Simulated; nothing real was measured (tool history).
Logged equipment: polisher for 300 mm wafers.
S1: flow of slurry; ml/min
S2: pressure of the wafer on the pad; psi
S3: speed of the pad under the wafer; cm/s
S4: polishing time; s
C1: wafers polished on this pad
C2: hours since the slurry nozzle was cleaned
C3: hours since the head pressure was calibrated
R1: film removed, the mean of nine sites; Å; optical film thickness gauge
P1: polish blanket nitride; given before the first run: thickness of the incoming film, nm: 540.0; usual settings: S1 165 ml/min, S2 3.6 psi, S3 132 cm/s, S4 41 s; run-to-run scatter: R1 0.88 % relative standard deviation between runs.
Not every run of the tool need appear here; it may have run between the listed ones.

run    day   S1   S2   S3  S4    C1     C2     C3      R1
  1  0.242  165  3.6  132  41   318   66.9  328.6  1006.6
  2   0.35  165  1.9  172  41   348   69.5  331.2  664.21
  3    0.5  165  4.8  132  19   388   73.1  334.8  619.16
  4  0.696  165  3.6  132  41   441   77.8  339.5  1016.5
  5  0.925  165  3.6  132  41   503   83.3    345  1009.8
  6    1.1  165  3.6  132  41   551   87.5  349.2  1019.5
  7  1.225  165  3.6  170  41   585   90.5  352.2  1221.2
  8  1.342  165  1.7  132  41   616   93.3    355  475.88
  9  1.525  165  3.6   90  41   666   97.7  359.4  748.21
 10  1.721  230  1.8  132  41   719  102.4  364.1  524.67
 11  1.888  165  3.6  132  41   764  106.4  368.1  1008.1
 12  2.083  165  3.6  132  19   817  111.1  372.8  469.48
 13  2.292  165  5.7  132  41   874  116.1  377.8  1599.7
 14    2.5  165  3.6  132  41   930  121.1  382.8  1033.5
 15  2.658  165  3.6  132  58   973  124.9  386.6    1427
 16  2.783  100  3.6  132  41  1007  127.9  389.6  917.29
 17  2.929  225  3.6  132  41  1046  131.4  393.1  1050.8
 18  3.117  165  3.6  132  41  1097  135.9  397.6  1007.2
 19  3.229  165  3.6  132  41  1127  138.6  400.3  989.61
 20  3.475  165  3.6  132  41  1194  144.5  406.2  955.07
 21  3.662  165  3.6  132  41  1245    149  410.7  964.24
     3.725  -- head pressure recalibrated
 22  3.879  165  3.6  132  41  1304  154.2    3.7  950.79
 23  4.071  165  3.6  132  41  1355  158.8    8.3  944.11
 24  4.292  165  3.6  132  41  1415  164.1   13.6  949.58

Something has made what P1 gives creep away from where it was; the 2 causes below, each at its own stated size, fit the log equally well:
A: slurry flow missing at the pad, % = 28
B: removal rate lost through wear of the pad, % = 5.91
The gradual shift began around day 3.117.
The rest of the possible causes, and what rules out each one:
head's pressure below its setpoint, %: serviced at day 3.725, after the drift had started, without restoring the earlier output

Each of the check runs listed below is run on 5 wafers and reports their average, with the results left as question marks. Pick the one under which the possible causes would lead to clearly different results.
check 1  4.512  165  4.4  132  41               ?
check 2  4.512  165  4.6  132  51               ?
check 3  4.512  165  4.3  132  41               ?
check 4  4.512  100  1.8  132  41               ?

Outcome of each check run for each possible cause:
  check  result    if A    if B
check 1      R1  1161.6  1161.6
check 2      R1  1510.7  1510.6
check 3      R1  1135.2  1135.2
check 4      R1  415.22  429.63
Separation of the two closest causes in each check, using whichever result separates them best: check 1 0.01 %; check 2 0.01 %; check 3 0.01 %; check 4 3.41 %
Only check 4 tells the causes apart: in the others they would give nearly the same result.

With check 4 done, the readings were: R1 432.72 Å. Identify which of the listed causes applies.

The cause is B: removal rate lost through wear of the pad, %.

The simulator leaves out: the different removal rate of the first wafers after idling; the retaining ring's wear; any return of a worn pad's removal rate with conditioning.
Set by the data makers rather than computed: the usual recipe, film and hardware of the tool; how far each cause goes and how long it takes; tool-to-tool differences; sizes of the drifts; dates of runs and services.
